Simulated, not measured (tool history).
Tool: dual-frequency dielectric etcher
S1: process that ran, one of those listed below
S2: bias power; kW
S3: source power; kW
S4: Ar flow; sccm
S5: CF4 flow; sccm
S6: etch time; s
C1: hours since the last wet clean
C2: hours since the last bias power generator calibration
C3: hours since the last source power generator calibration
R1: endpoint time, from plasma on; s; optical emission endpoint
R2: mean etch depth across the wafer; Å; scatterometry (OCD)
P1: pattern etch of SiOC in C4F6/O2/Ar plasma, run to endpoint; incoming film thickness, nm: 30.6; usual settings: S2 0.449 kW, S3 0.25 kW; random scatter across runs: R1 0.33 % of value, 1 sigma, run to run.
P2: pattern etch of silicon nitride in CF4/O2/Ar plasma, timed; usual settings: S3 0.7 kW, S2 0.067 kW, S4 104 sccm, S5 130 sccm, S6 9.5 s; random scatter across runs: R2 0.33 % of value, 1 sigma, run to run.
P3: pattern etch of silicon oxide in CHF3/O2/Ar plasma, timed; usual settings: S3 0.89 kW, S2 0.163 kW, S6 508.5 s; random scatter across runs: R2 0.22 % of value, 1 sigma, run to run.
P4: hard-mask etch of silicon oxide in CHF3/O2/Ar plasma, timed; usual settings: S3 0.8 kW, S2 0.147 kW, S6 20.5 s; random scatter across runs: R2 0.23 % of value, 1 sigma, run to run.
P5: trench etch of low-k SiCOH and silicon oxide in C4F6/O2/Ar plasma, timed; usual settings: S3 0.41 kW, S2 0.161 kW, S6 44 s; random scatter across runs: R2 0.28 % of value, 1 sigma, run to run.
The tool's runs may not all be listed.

Run 1, day 0.525: S1 P1, S2 0.449 kW, S3 0.25 kW; C1 493.7; C2 2065.4; C3 696.6. Result: R1 12.428 s.
Run 2, day 0.854: S1 P2, S2 0.067 kW, S3 0.84 kW, S4 104 sccm, S5 130 sccm, S6 9.5 s; C1 501.6; C2 2073.3; C3 704.5. Result: R2 319.28 Å.
Run 3, day 1.158: S1 P4, S2 0.147 kW, S3 0.8 kW, S6 20.5 s; C1 508.9; C2 2080.6; C3 711.8. Result: R2 417.5 Å.
Run 4, day 1.604: S1 P5, S2 0.161 kW, S3 0.41 kW, S6 24 s; C1 519.6; C2 2091.3; C3 722.5. Result: R2 758.3 Å.
Run 5, day 2.238: S1 P3, S2 0.163 kW, S3 0.89 kW, S6 741 s; C1 534.8; C2 2106.5; C3 737.7. Result: R2 16742 Å.
Run 6, day 2.642: S1 P2, S2 0.067 kW, S3 0.7 kW, S4 104 sccm, S5 130 sccm, S6 12 s; C1 544.5; C2 2116.2; C3 747.4. Result: R2 344.89 Å.
Run 7, day 3.021: S1 P5, S2 0.161 kW, S3 0.41 kW, S6 44 s; C1 553.6; C2 2125.3; C3 756.5. Result: R2 1392.8 Å.
Run 8, day 3.512: S1 P2, S2 0.067 kW, S3 0.7 kW, S4 104 sccm, S5 130 sccm, S6 9.5 s; C1 565.4; C2 2137.1; C3 768.3. Result: R2 273.23 Å.
Run 9, day 3.817: S1 P3, S2 0.122 kW, S3 0.89 kW, S6 508.5 s; C1 572.7; C2 2144.4; C3 775.6. Result: R2 10513 Å.
Run 10, day 4.442: S1 P5, S2 0.115 kW, S3 0.41 kW, S6 44 s; C1 587.7; C2 2159.4; C3 790.6. Result: R2 1259.4 Å.
Run 11, day 4.921: S1 P3, S2 0.163 kW, S3 0.89 kW, S6 508.5 s; C1 599.2; C2 2170.9; C3 802.1. Result: R2 11472 Å.
Run 12, day 5.288: S1 P2, S2 0.041 kW, S3 0.7 kW, S4 104 sccm, S5 130 sccm, S6 9.5 s; C1 608; C2 2179.7; C3 810.9. Result: R2 228.63 Å.
Run 13, day 5.696: S1 P1, S2 0.449 kW, S3 0.25 kW; C1 617.8; C2 2189.5; C3 820.7. Result: R1 12.427 s.
Run 14, day 6.079: S1 P5, S2 0.161 kW, S3 0.32 kW, S6 44 s; C1 627; C2 2198.7; C3 829.9. Result: R2 1267.7 Å.
Run 15, day 6.467: S1 P1, S2 0.359 kW, S3 0.25 kW; C1 636.3; C2 2208; C3 839.2. Result: R1 13.472 s.
Run 16, day 6.962: S1 P4, S2 0.147 kW, S3 0.98 kW, S6 20.5 s; C1 648.2; C2 2219.9; C3 851.1. Result: R2 451.35 Å.
Run 17, day 7.508: S1 P2, S2 0.067 kW, S3 0.7 kW, S4 104 sccm, S5 90 sccm, S6 9.5 s; C1 661.3; C2 2233; C3 864.2. Result: R2 261.15 Å.
Run 18, day 8.054: S1 P4, S2 0.199 kW, S3 0.8 kW, S6 20.5 s; C1 674.4; C2 2246.1; C3 877.3. Result: R2 460.47 Å.
Run 19, day 8.533: S1 P2, S2 0.067 kW, S3 0.7 kW, S4 144 sccm, S5 130 sccm, S6 9.5 s; C1 685.9; C2 2257.6; C3 888.8. Result: R2 263.33 Å.
Run 20, day 9.154: S1 P1, S2 0.449 kW, S3 0.25 kW; C1 700.8; C2 2272.5; C3 903.7. Result: R1 12.464 s.
Run 21, day 9.542: S1 P1, S2 0.449 kW, S3 0.25 kW; C1 710.1; C2 2281.8; C3 913. Result: R1 12.499 s.
Run 22, day 9.85: S1 P1, S2 0.449 kW, S3 0.25 kW; C1 717.5; C2 2289.2; C3 920.4. Result: R1 12.402 s.
Run 23, day 10.242: S1 P4, S2 0.147 kW, S3 0.8 kW, S6 20.5 s; C1 726.9; C2 2298.6; C3 929.8. Result: R2 417.26 Å.
Run 24, day 10.846: S1 P1, S2 0.449 kW, S3 0.35 kW; C1 741.4; C2 2313.1; C3 944.3. Result: R1 10.99 s.
Run 25, day 11.388: S1 P2, S2 0.067 kW, S3 0.7 kW, S4 104 sccm, S5 130 sccm, S6 9.5 s; C1 754.4; C2 2326.1; C3 957.3. Result: R2 273.14 Å.
Run 26, day 11.792: S1 P5, S2 0.161 kW, S3 0.41 kW, S6 44 s; C1 764.1; C2 2335.8; C3 967. Result: R2 1396 Å.
Run 27, day 12.154: S1 P4, S2 0.147 kW, S3 0.8 kW, S6 11.5 s; C1 772.8; C2 2344.5; C3 975.7. Result: R2 234.65 Å.
Run 28, day 12.5: S1 P1, S2 0.623 kW, S3 0.25 kW; C1 781.1; C2 2352.8; C3 984. Result: R1 10.931 s.
Run 29, day 13.096: S1 P1, S2 0.449 kW, S3 0.18 kW; C1 795.4; C2 2367.1; C3 998.3. Result: R1 13.979 s.
Run 30, day 13.446: S1 P3, S2 0.163 kW, S3 0.53 kW, S6 508.5 s; C1 803.8; C2 2375.5; C3 1006.7. Result: R2 9375.9 Å.
Run 31, day 13.783: S1 P1, S2 0.609 kW, S3 0.32 kW; C1 811.9; C2 2383.6; C3 1014.8. Result: R1 10.149 s.
Run 32, day 14.412: S1 P1, S2 0.449 kW, S3 0.25 kW; C1 827; C2 2398.7; C3 1029.9. Result: R1 12.471 s.
Run 33, day 14.825: S1 P1, S2 0.449 kW, S3 0.25 kW; C1 836.9; C2 2408.6; C3 1039.8. Result: R1 12.467 s.
Run 34, day 15.296: S1 P1, S2 0.449 kW, S3 0.25 kW; C1 848.2; C2 2419.9; C3 1051.1. Result: R1 12.535 s.
Run 35, day 15.838: S1 P1, S2 0.449 kW, S3 0.25 kW; C1 861.2; C2 2432.9; C3 1064.1. Result: R1 12.546 s.
Run 36, day 16.112: S1 P1, S2 0.449 kW, S3 0.25 kW; C1 867.8; C2 2439.5; C3 1070.7. Result: R1 12.635 s.
Run 37, day 16.571: S1 P1, S2 0.449 kW, S3 0.25 kW; C1 878.8; C2 2450.5; C3 1081.7. Result: R1 12.614 s.
At day 17.017: wet clean of the chamber.
Run 38, day 17.092: S1 P1, S2 0.449 kW, S3 0.25 kW; C1 1.9; C2 2463; C3 1094.2. Result: R1 12.624 s.
Run 39, day 17.717: S1 P1, S2 0.449 kW, S3 0.25 kW; C1 16.9; C2 2478; C3 1109.2. Result: R1 12.623 s.
Run 40, day 18.246: S1 P1, S2 0.449 kW, S3 0.25 kW; C1 29.6; C2 2490.7; C3 1121.9. Result: R1 12.656 s.
Run 41, day 18.675: S1 P1, S2 0.449 kW, S3 0.25 kW; C1 39.9; C2 2501; C3 1132.2. Result: R1 12.708 s.

What P1 gives has crept away from where it was. These 2 causes fit the log equally well, each at the size given:
A: source power that arrives under what is set, % = 4.37
B: bias power that arrives under what is set, % = 4.28
Onset of the creep was near day 14.412.
Other possible causes, and why each is ruled out:
chamber walls in a state that lowers the etch rate, %: serviced after onset, at day 17.017, with no recovery of the prior output

Each of the check runs listed below is run on 2 wafers and reports their average, with the results left as question marks. Pick the one under which the possible causes would lead to clearly different results.
Run check 1, day 19.104: S1 P2, S2 0.067 kW, S3 0.82 kW, S4 129 sccm, S5 130 sccm, S6 9.5 s. Result: R2 ?.
Run check 2, day 19.104: S1 P4, S2 0.181 kW, S3 0.98 kW, S6 20.5 s. Result: R2 ?.
Run check 3, day 19.104: S1 P3, S2 0.163 kW, S3 0.6 kW, S6 703.5 s. Result: R2 ?.
Run check 4, day 19.104: S1 P5, S2 0.135 kW, S3 0.34 kW, S6 44 s. Result: R2 ?.

How each check would come out, cause by cause:
  check  result    if A    if B
check 1      R2  293.47  300.04
check 2      R2  474.19  475.67
check 3      R2   13414   13452
check 4      R2  1207.1  1212.7
How far apart the two closest causes lie, in the result that separates them most: check 1 2.21 %; check 2 0.31 %; check 3 0.28 %; check 4 0.46 %
Only check 1 tells the causes apart: in the others they would give nearly the same result.

Then check 1 was run and gave: R2 300.09 Å. Which cause is it?

B is the cause: bias power that arrives under what is set, %.
